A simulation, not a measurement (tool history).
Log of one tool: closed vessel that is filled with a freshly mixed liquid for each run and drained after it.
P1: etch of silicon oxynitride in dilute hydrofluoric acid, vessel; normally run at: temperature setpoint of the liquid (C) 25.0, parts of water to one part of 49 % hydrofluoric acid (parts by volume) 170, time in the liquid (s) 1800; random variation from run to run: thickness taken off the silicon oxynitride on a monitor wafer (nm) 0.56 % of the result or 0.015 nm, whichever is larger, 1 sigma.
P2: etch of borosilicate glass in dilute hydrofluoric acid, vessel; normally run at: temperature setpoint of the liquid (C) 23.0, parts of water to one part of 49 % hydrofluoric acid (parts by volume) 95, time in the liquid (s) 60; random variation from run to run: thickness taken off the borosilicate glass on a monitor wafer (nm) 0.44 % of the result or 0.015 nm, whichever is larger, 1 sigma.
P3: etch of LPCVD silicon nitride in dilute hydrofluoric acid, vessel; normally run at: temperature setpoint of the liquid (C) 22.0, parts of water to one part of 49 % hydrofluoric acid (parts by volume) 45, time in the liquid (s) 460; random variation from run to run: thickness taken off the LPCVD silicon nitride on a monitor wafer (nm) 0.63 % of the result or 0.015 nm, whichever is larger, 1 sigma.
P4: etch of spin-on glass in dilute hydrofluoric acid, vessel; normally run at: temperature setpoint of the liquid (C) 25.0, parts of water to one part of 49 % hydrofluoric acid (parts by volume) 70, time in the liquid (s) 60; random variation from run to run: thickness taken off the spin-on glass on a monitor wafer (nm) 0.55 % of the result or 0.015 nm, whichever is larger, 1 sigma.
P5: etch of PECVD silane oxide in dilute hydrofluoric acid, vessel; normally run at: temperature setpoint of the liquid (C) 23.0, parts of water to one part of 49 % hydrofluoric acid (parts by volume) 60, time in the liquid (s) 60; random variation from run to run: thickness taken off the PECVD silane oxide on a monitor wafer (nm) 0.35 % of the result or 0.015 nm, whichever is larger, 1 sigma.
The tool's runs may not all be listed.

| run | day | process that ran | temperature setpoint of the liquid (C) | parts of water to one part of 49 % hydrofluoric acid (parts by volume) | time in the liquid (s) | hours since the thermometer was replaced | hours since the hydrofluoric acid flow meter was replaced | thickness taken off the silicon oxynitride on a monitor wafer (nm) | thickness taken off the PECVD silane oxide on a monitor wafer (nm) | thickness taken off the LPCVD silicon nitride on a monitor wafer (nm) | thickness taken off the borosilicate glass on a monitor wafer (nm) | thickness taken off the spin-on glass on a monitor wafer (nm) |
|---|---|---|---|---|---|---|---|---|---|---|---|---|
| 1 | 0.254 | P1 | 25.0 | 170 | 1800 | 634.1 | 422.9 | 22.9320 |  |  |  |  |
| 2 | 0.508 | P5 | 23.0 | 60 | 90 | 640.2 | 429.0 |  | 71.159 |  |  |  |
| 3 | 0.650 | P1 | 25.0 | 170 | 1800 | 643.6 | 432.4 | 23.1150 |  |  |  |  |
| 4 | 0.854 | P1 | 25.0 | 170 | 2825 | 648.5 | 437.3 | 35.5570 |  |  |  |  |
| 5 | 1.004 | P1 | 25.0 | 170 | 1800 | 652.1 | 440.9 | 23.0420 |  |  |  |  |
| 6 | 1.283 | P5 | 23.0 | 60 | 60 | 658.8 | 447.6 |  | 47.511 |  |  |  |
| 7 | 1.575 | P3 | 22.0 | 20 | 460 | 665.8 | 454.6 |  |  | 9.5856 |  |  |
| 8 | 1.792 | P3 | 22.0 | 45 | 460 | 671.0 | 459.8 |  |  | 4.3883 |  |  |
| 9 | 1.925 | P2 | 23.0 | 95 | 60 | 674.2 | 463.0 |  |  |  | 26.997 |  |
| 10 | 2.179 | P1 | 25.0 | 50 | 1800 | 680.3 | 469.1 | 86.6400 |  |  |  |  |
| 11 | 2.429 | P1 | 25.0 | 240 | 1800 | 686.3 | 475.1 | 15.4350 |  |  |  |  |
| 12 | 2.638 | P2 | 29.5 | 95 | 60 | 691.3 | 480.1 |  |  |  | 34.941 |  |
| 13 | 2.842 | P4 | 25.0 | 100 | 60 | 696.2 | 485.0 |  |  |  |  | 18.262 |
| 14 | 3.058 | P4 | 25.0 | 70 | 60 | 701.4 | 490.2 |  |  |  |  | 27.178 |
| 15 | 3.254 | P2 | 23.0 | 175 | 60 | 706.1 | 494.9 |  |  |  | 13.383 |  |
| 16 | 3.533 | P2 | 23.0 | 95 | 60 | 712.8 | 501.6 |  |  |  | 27.033 |  |
| 17 | 3.771 | P1 | 25.0 | 170 | 1800 | 718.5 | 507.3 | 23.0080 |  |  |  |  |
| 18 | 3.904 | P1 | 28.5 | 170 | 1800 | 721.7 | 510.5 | 26.8920 |  |  |  |  |
| 19 | 4.046 | P5 | 23.0 | 110 | 60 | 725.1 | 513.9 |  | 24.145 |  |  |  |
| 20 | 4.300 | P4 | 25.0 | 70 | 30 | 731.2 | 520.0 |  |  |  |  | 13.622 |
| 21 | 4.504 | P1 | 19.0 | 170 | 1800 | 736.1 | 524.9 | 17.3900 |  |  |  |  |
| 22 | 4.733 | P3 | 22.0 | 45 | 110 | 741.6 | 530.4 |  |  | 1.0445 |  |  |
| 23 | 4.904 | P2 | 23.0 | 95 | 85 | 745.7 | 534.5 |  |  |  | 38.507 |  |
| 24 | 5.183 | P1 | 25.0 | 170 | 1800 | 752.4 | 541.2 | 23.1540 |  |  |  |  |
| 25 | 5.425 | P3 | 22.0 | 45 | 460 | 758.2 | 547.0 |  |  | 4.3746 |  |  |
| 26 | 5.592 | P1 | 25.0 | 170 | 585 | 762.2 | 551.0 | 7.4863 |  |  |  |  |
| 27 | 5.838 | P4 | 30.0 | 70 | 60 | 768.1 | 556.9 |  |  |  |  | 32.999 |
| 28 | 6.012 | P3 | 30.0 | 45 | 460 | 772.3 | 561.1 |  |  | 7.4638 |  |  |
| 29 | 6.217 | P1 | 25.0 | 40 | 2620 | 777.2 | 566.0 | 158.6000 |  |  |  |  |
| 30 | 6.442 | P5 | 17.0 | 60 | 60 | 782.6 | 571.4 |  | 36.668 |  |  |  |
| 31 | 6.675 | P1 | 25.0 | 170 | 1800 | 788.2 | 577.0 | 22.9810 |  |  |  |  |
| 32 | 6.858 | P1 | 25.0 | 170 | 1800 | 792.6 | 581.4 | 22.8040 |  |  |  |  |
| 33 | 7.121 | P1 | 25.0 | 170 | 1800 | 798.9 | 587.7 | 21.6660 |  |  |  |  |
| 34 | 7.375 | P1 | 25.0 | 170 | 1800 | 805.0 | 593.8 | 21.4110 |  |  |  |  |
| 35 | 7.588 | P1 | 25.0 | 170 | 1800 | 810.1 | 598.9 | 21.3370 |  |  |  |  |
| 36 | 7.812 | P1 | 25.0 | 170 | 1800 | 815.5 | 604.3 | 20.9900 |  |  |  |  |
| 37 | 7.979 | P1 | 25.0 | 170 | 1800 | 819.5 | 608.3 | 21.0660 |  |  |  |  |
| 38 | 8.250 | P1 | 25.0 | 170 | 1800 | 826.0 | 614.8 | 21.0270 |  |  |  |  |

What P1 gives has crept away from where it was. These 2 causes fit the log equally well, each at the size given:
A: liquid colder than its thermometer reads (K) = 1.98
B: hydrofluoric acid flow below the setpoint (%) = 7.55
The creep began at about day 6.858.

4 check runs are offered, one wafer each, their results left as question marks. Which one tells the causes apart?
| check 1 | 8.521 | P5 | 23.0 | 60 | 60 |  |  |  | ? |  |  |  |
| check 2 | 8.521 | P4 | 25.0 | 70 | 60 |  |  |  |  |  |  | ? |
| check 3 | 8.521 | P2 | 23.0 | 95 | 60 |  |  |  |  |  | ? |  |
| check 4 | 8.521 | P3 | 22.0 | 45 | 460 |  |  |  |  | ? |  |  |

What each check would give under each cause:
| check | result | if A | if B |
|---|---|---|---|
| check 1 | thickness taken off the PECVD silane oxide on a monitor wafer (nm) | 43.623 | 43.511 |
| check 2 | thickness taken off the spin-on glass on a monitor wafer (nm) | 25.113 | 24.966 |
| check 3 | thickness taken off the borosilicate glass on a monitor wafer (nm) | 25.042 | 24.850 |
| check 4 | thickness taken off the LPCVD silicon nitride on a monitor wafer (nm) | 3.8036 | 4.0406 |
How far apart the two closest causes lie, in the result that separates them most: check 1 0.26 %; check 2 0.58 %; check 3 0.77 %; check 4 6.04 %
Check 4 tells the causes apart: in the others they would give nearly the same result.

Check 4 was then run and gave: thickness taken off the LPCVD silicon nitride on a monitor wafer (nm) 4.0894. Which cause is it?

It is B: hydrofluoric acid flow below the setpoint (%).

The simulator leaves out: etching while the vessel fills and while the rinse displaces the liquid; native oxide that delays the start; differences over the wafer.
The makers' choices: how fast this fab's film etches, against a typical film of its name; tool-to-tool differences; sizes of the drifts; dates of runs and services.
